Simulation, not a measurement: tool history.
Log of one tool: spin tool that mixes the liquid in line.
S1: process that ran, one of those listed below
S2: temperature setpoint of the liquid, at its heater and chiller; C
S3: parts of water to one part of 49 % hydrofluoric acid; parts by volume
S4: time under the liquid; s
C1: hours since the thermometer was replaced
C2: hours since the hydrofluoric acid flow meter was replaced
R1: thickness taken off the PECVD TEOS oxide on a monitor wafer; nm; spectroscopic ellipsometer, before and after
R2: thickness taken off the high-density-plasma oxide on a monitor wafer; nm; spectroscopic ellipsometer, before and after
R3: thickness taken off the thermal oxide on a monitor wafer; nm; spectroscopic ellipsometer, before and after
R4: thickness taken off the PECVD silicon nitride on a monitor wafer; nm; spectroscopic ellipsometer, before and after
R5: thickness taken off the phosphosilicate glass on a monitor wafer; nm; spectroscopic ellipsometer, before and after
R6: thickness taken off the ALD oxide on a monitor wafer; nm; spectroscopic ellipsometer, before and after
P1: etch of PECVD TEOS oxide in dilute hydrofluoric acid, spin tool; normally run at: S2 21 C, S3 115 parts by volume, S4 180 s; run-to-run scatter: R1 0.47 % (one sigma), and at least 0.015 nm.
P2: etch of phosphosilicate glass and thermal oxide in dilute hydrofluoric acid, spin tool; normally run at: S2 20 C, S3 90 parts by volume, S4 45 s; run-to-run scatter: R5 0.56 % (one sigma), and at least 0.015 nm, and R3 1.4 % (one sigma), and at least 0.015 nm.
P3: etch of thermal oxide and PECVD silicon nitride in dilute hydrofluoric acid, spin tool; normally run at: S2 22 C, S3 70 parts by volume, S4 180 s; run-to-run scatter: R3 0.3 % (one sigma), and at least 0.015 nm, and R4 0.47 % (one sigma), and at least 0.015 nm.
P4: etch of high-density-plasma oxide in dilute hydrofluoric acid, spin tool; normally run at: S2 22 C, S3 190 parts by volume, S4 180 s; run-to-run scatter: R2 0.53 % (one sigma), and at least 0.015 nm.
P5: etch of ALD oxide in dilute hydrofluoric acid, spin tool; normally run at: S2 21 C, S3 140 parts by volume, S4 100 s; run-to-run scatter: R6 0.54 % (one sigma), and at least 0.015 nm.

Run 1, day 0.508: S1 P1, S2 21 C, S3 115 parts by volume, S4 180 s; C1 1491.3; C2 953. Result: R1 15.966 nm.
Run 2, day 0.962: S1 P4, S2 18 C, S3 190 parts by volume, S4 180 s; C1 1502.2; C2 963.9. Result: R2 6.8518 nm.
Run 3, day 1.296: S1 P1, S2 21 C, S3 210 parts by volume, S4 180 s; C1 1510.2; C2 971.9. Result: R1 7.828 nm.
Run 4, day 1.704: S1 P3, S2 22 C, S3 70 parts by volume, S4 270 s; C1 1520; C2 981.7. Result: R3 18.77 nm, R4 9.982 nm.
Run 5, day 1.988: S1 P1, S2 17 C, S3 170 parts by volume, S4 180 s; C1 1526.8; C2 988.5. Result: R1 8.6246 nm.
Run 6, day 2.475: S1 P1, S2 21 C, S3 115 parts by volume, S4 180 s; C1 1538.5; C2 1000.2. Result: R1 15.732 nm.
Run 7, day 2.825: S1 P1, S2 21 C, S3 115 parts by volume, S4 180 s; C1 1546.9; C2 1008.6. Result: R1 15.826 nm.
Run 8, day 3.217: S1 P1, S2 21 C, S3 115 parts by volume, S4 180 s; C1 1556.3; C2 1018. Result: R1 15.787 nm.
Run 9, day 3.729: S1 P2, S2 17 C, S3 90 parts by volume, S4 45 s; C1 1568.6; C2 1030.3. Result: R3 1.738 nm, R5 38.838 nm.
Run 10, day 4.25: S1 P4, S2 22 C, S3 65 parts by volume, S4 180 s; C1 1581.1; C2 1042.8. Result: R2 26.909 nm.
Run 11, day 4.762: S1 P4, S2 22 C, S3 190 parts by volume, S4 180 s; C1 1593.4; C2 1055.1. Result: R2 7.9796 nm.
Run 12, day 5.183: S1 P1, S2 21 C, S3 115 parts by volume, S4 180 s; C1 1603.5; C2 1065.2. Result: R1 15.846 nm.
Run 13, day 5.654: S1 P4, S2 22 C, S3 190 parts by volume, S4 180 s; C1 1614.8; C2 1076.5. Result: R2 8.0095 nm.
Run 14, day 5.983: S1 P1, S2 21 C, S3 115 parts by volume, S4 85 s; C1 1622.7; C2 1084.4. Result: R1 7.5366 nm.
Run 15, day 6.367: S1 P1, S2 21 C, S3 115 parts by volume, S4 270 s; C1 1631.9; C2 1093.6. Result: R1 23.67 nm.
Run 16, day 6.654: S1 P3, S2 22 C, S3 70 parts by volume, S4 180 s; C1 1638.8; C2 1100.5. Result: R3 12.456 nm, R4 6.6999 nm.
Run 17, day 7.062: S1 P1, S2 18 C, S3 30 parts by volume, S4 180 s; C1 1648.6; C2 1110.3. Result: R1 58.608 nm.
Run 18, day 7.504: S1 P2, S2 20 C, S3 90 parts by volume, S4 45 s; C1 1659.2; C2 1120.9. Result: R3 2.0167 nm, R5 44.065 nm.
Run 19, day 7.771: S1 P5, S2 21 C, S3 195 parts by volume, S4 100 s; C1 1665.6; C2 1127.3. Result: R6 13.685 nm.
Run 20, day 8.279: S1 P5, S2 28 C, S3 140 parts by volume, S4 100 s; C1 1677.8; C2 1139.5. Result: R6 26.608 nm.
Run 21, day 8.779: S1 P1, S2 21 C, S3 25 parts by volume, S4 180 s; C1 1689.8; C2 1151.5. Result: R1 80.568 nm.
Run 22, day 9.246: S1 P1, S2 17 C, S3 115 parts by volume, S4 180 s; C1 1701; C2 1162.7. Result: R1 13.485 nm.
Run 23, day 9.721: S1 P5, S2 21 C, S3 140 parts by volume, S4 100 s; C1 1712.4; C2 1174.1. Result: R6 20.27 nm.
Run 24, day 10.171: S1 P5, S2 21 C, S3 140 parts by volume, S4 200 s; C1 1723.2; C2 1184.9. Result: R6 40.19 nm.
Run 25, day 10.492: S1 P2, S2 20 C, S3 90 parts by volume, S4 45 s; C1 1730.9; C2 1192.6. Result: R3 1.9914 nm, R5 44.238 nm.
Run 26, day 11: S1 P1, S2 25 C, S3 115 parts by volume, S4 180 s; C1 1743.1; C2 1204.8. Result: R1 18.759 nm.
Run 27, day 11.371: S1 P4, S2 22 C, S3 190 parts by volume, S4 55 s; C1 1752; C2 1213.7. Result: R2 2.431 nm.
Run 28, day 11.625: S1 P2, S2 20 C, S3 25 parts by volume, S4 45 s; C1 1758.1; C2 1219.8. Result: R3 7.7079 nm, R5 171.19 nm.
Run 29, day 11.904: S1 P3, S2 22 C, S3 125 parts by volume, S4 180 s; C1 1764.8; C2 1226.5. Result: R3 6.4793 nm, R4 3.7639 nm.
Run 30, day 12.371: S1 P2, S2 20 C, S3 90 parts by volume, S4 15 s; C1 1776; C2 1237.7. Result: R3 0.64856 nm, R5 14.592 nm.
Run 31, day 12.804: S1 P3, S2 26 C, S3 70 parts by volume, S4 180 s; C1 1786.4; C2 1248.1. Result: R3 14.5 nm, R4 8.7551 nm.
Run 32, day 13.092: S1 P1, S2 21 C, S3 115 parts by volume, S4 180 s; C1 1793.3; C2 1255. Result: R1 15.885 nm.
Run 33, day 13.604: S1 P1, S2 21 C, S3 115 parts by volume, S4 180 s; C1 1805.6; C2 1267.3. Result: R1 16.503 nm.
Run 34, day 13.9: S1 P1, S2 21 C, S3 115 parts by volume, S4 180 s; C1 1812.7; C2 1274.4. Result: R1 16.669 nm.
Run 35, day 14.292: S1 P1, S2 21 C, S3 115 parts by volume, S4 180 s; C1 1822.1; C2 1283.8. Result: R1 16.97 nm.
Run 36, day 14.625: S1 P1, S2 21 C, S3 115 parts by volume, S4 180 s; C1 1830.1; C2 1291.8. Result: R1 17.048 nm.
Run 37, day 15.025: S1 P1, S2 21 C, S3 115 parts by volume, S4 180 s; C1 1839.7; C2 1301.4. Result: R1 17.154 nm.
Run 38, day 15.454: S1 P1, S2 21 C, S3 115 parts by volume, S4 180 s; C1 1850; C2 1311.7. Result: R1 17.176 nm.
Run 39, day 15.792: S1 P1, S2 21 C, S3 115 parts by volume, S4 180 s; C1 1858.1; C2 1319.8. Result: R1 16.999 nm.

What P1 gives has crept away from where it was. These 2 causes fit the log equally well, each at the size given:
A: liquid hotter than its thermometer reads (K) = 1.93
B: hydrofluoric acid flow above the setpoint (%) = 7.06
The creep began at about day 13.092.

4 check runs are offered, one wafer each, their results left as question marks. Which one tells the causes apart?
Run check 1, day 16.129: S1 P4, S2 22 C, S3 190 parts by volume, S4 180 s. Result: R2 ?.
Run check 2, day 16.129: S1 P3, S2 22 C, S3 70 parts by volume, S4 180 s. Result: R3 ?, R4 ?.
Run check 3, day 16.129: S1 P2, S2 20 C, S3 90 parts by volume, S4 45 s. Result: R3 ?, R5 ?.
Run check 4, day 16.129: S1 P5, S2 21 C, S3 140 parts by volume, S4 100 s. Result: R6 ?.

What each check would give under each cause:
  check  result    if A    if B
check 1      R2  8.5868   8.662
check 2      R3   13.47  13.404
check 2      R4  7.6039  7.1388
check 3      R3   2.144  2.1351
check 3      R5  47.458  47.259
check 4      R6  21.815  21.868
How far apart the two closest causes lie, in the result that separates them most: check 1 0.87 %; check 2 6.31 %; check 3 0.42 %; check 4 0.24 %
Only check 2 tells the causes apart: in the others they would give nearly the same result.

Then check 2 was run and gave: R3 13.464 nm; R4 7.6173 nm. Which cause is it?

It is A: liquid hotter than its thermometer reads (K).

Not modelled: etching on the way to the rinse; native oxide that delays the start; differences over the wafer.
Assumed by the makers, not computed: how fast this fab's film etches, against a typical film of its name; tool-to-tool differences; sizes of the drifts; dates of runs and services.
